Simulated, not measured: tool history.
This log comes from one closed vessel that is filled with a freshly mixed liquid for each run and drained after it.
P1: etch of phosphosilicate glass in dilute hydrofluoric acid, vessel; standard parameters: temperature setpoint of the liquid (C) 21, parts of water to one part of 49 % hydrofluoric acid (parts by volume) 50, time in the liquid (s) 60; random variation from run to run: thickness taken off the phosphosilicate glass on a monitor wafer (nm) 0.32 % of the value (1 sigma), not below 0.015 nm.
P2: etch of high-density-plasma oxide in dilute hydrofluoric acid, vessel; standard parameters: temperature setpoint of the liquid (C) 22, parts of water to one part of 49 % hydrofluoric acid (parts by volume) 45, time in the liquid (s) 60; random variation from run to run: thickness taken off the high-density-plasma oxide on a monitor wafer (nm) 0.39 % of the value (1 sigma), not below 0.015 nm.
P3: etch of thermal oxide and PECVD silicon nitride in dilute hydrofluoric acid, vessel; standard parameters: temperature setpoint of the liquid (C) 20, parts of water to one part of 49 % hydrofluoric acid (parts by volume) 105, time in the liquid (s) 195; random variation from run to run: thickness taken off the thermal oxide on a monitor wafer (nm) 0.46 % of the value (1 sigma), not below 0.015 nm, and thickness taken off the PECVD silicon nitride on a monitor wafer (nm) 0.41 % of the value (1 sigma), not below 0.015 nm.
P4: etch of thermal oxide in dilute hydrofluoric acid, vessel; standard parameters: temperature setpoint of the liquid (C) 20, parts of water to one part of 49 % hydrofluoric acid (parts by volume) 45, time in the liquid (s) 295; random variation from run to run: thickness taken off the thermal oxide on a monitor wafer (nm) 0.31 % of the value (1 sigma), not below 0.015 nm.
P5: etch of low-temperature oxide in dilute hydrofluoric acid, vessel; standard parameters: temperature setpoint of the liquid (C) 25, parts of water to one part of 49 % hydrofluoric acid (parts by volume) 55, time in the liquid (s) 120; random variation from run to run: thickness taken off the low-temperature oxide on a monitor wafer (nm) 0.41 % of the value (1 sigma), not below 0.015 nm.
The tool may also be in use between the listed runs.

run	hour	process that ran	temperature setpoint of the liquid (C)	parts of water to one part of 49 % hydrofluoric acid (parts by volume)	time in the liquid (s)	hours since the thermometer was replaced	hours since the hydrofluoric acid flow meter was replaced	thickness taken off the phosphosilicate glass on a monitor wafer (nm)	thickness taken off the thermal oxide on a monitor wafer (nm)	thickness taken off the high-density-plasma oxide on a monitor wafer (nm)	thickness taken off the low-temperature oxide on a monitor wafer (nm)	thickness taken off the PECVD silicon nitride on a monitor wafer (nm)
1	4.3	P1	21	50	60	305.1	234.6	151.75				
2	7.8	P4	20	45	295	308.6	238.1		26.275			
3	12.1	P2	22	45	60	312.9	242.4			6.8041		
4	16.2	P5	25	55	120	317	246.5				33.675	
5	21	P3	28.5	105	195	321.8	251.3		10.536			14.59
6	25.7	P1	21	50	60	326.5	256	151.63				
7	29.5	P3	20	105	195	330.3	259.8		7.4769			8.3046
# hour 32.8: hydrofluoric acid flow meter replaced
8	33.6	P1	21	50	60	334.4	0.9	151.84				
9	37.9	P1	17.5	50	115	338.7	5.2	250.66				
10	42.8	P1	26	50	60	343.6	10.1	185.81				
11	47.4	P3	20	105	195	348.2	14.7		7.4557			8.2937
12	51.3	P5	25	55	120	352.1	18.6				33.395	
13	55.2	P1	21	50	60	356	22.5	151.75				
14	57.5	P5	25	55	235	358.3	24.8				66.15	
15	60	P4	20	60	295	360.8	27.3		19.434			
16	63.6	P3	20	30	195	364.4	30.9		28.843			28.015
17	66.3	P1	21	20	90	367.1	33.6	591.07				
18	70	P2	17	45	60	370.8	37.3			5.4426		
19	72.6	P1	21	50	30	373.4	39.9	75.517				
20	76.2	P4	20	45	455	377	43.5		40.747			
21	79.1	P5	21	55	120	379.9	46.4				28.391	
22	83.2	P1	21	50	60	384	50.5	152.26				
23	86.9	P1	21	50	110	387.7	54.2	276.48				
24	90.3	P1	21	20	60	391.1	57.6	392.94				
25	94.3	P5	25	90	120	395.1	61.6				19.469	
26	97.5	P1	21	80	60	398.3	64.8	91.709				
27	102.2	P2	22	75	60	403	69.5			3.8916		
28	105.4	P4	20	45	295	406.2	72.7		26.191			
29	109.7	P1	21	50	60	410.5	77	150.83				
30	113.3	P3	20	105	55	414.1	80.6		2.1131			2.3129
31	117.2	P1	17	50	60	418	84.5	127.63				
32	119.3	P2	22	45	30	420.1	86.6			3.4252		
33	123.2	P4	17	45	295	424	90.5		23.266			
34	126.7	P1	21	50	60	427.5	94	151.69				
35	130.1	P1	21	50	60	430.9	97.4	148.39				
36	132.8	P1	21	50	60	433.6	100.1	147.12				
37	136.2	P1	21	50	60	437	103.5	146.05				
38	140.8	P1	21	50	60	441.6	108.1	145				
39	145.2	P1	21	50	60	446	112.5	144.12				
40	149.4	P1	21	50	60	450.2	116.7	143.1				
41	153.8	P1	21	50	60	454.6	121.1	143.02				
42	158.5	P1	21	50	60	459.3	125.8	143.09				
43	161.7	P1	21	50	60	462.5	129	142.87				
44	166.4	P1	21	50	60	467.2	133.7	142.67				

Something has made what P1 gives creep away from where it was; the 2 causes below, each at its own stated size, fit the log equally well:
A: hydrofluoric acid flow below the setpoint (%) = 5.67
B: liquid colder than its thermometer reads (K) = 1.47
The process output started creeping at around hour 126.7.

Below are 4 check runs, each on a single wafer, with their results shown as question marks. Which of them would tell the listed causes apart, meaning the causes would give clearly different results under it?
check 1	171.1	P4	20	45	295				?			
check 2	171.1	P3	20	105	195				?			?
check 3	171.1	P5	25	55	120						?	
check 4	171.1	P2	22	45	60					?		

What every check run would give for each of its results, assuming each possible cause in turn:
check	result	if A	if B
check 1	thickness taken off the thermal oxide on a monitor wafer (nm)	24.757	24.72
check 2	thickness taken off the thermal oxide on a monitor wafer (nm)	7.0496	7.0831
check 2	thickness taken off the PECVD silicon nitride on a monitor wafer (nm)	7.8221	7.4888
check 3	thickness taken off the low-temperature oxide on a monitor wafer (nm)	31.49	31.578
check 4	thickness taken off the high-density-plasma oxide on a monitor wafer (nm)	6.3614	6.3592
Gap, in per cent, between the two causes that each check separates least, read from the result that separates them most: check 1 0.15 %; check 2 4.35 %; check 3 0.28 %; check 4 0.04 %
Only check 2 tells the causes apart: in the others they would give nearly the same result.

Check 2 has now been run. It gave: thickness taken off the thermal oxide on a monitor wafer (nm) 7.0609; thickness taken off the PECVD silicon nitride on a monitor wafer (nm) 7.524. Which of the candidate causes is it?

B is the cause: liquid colder than its thermometer reads (K).
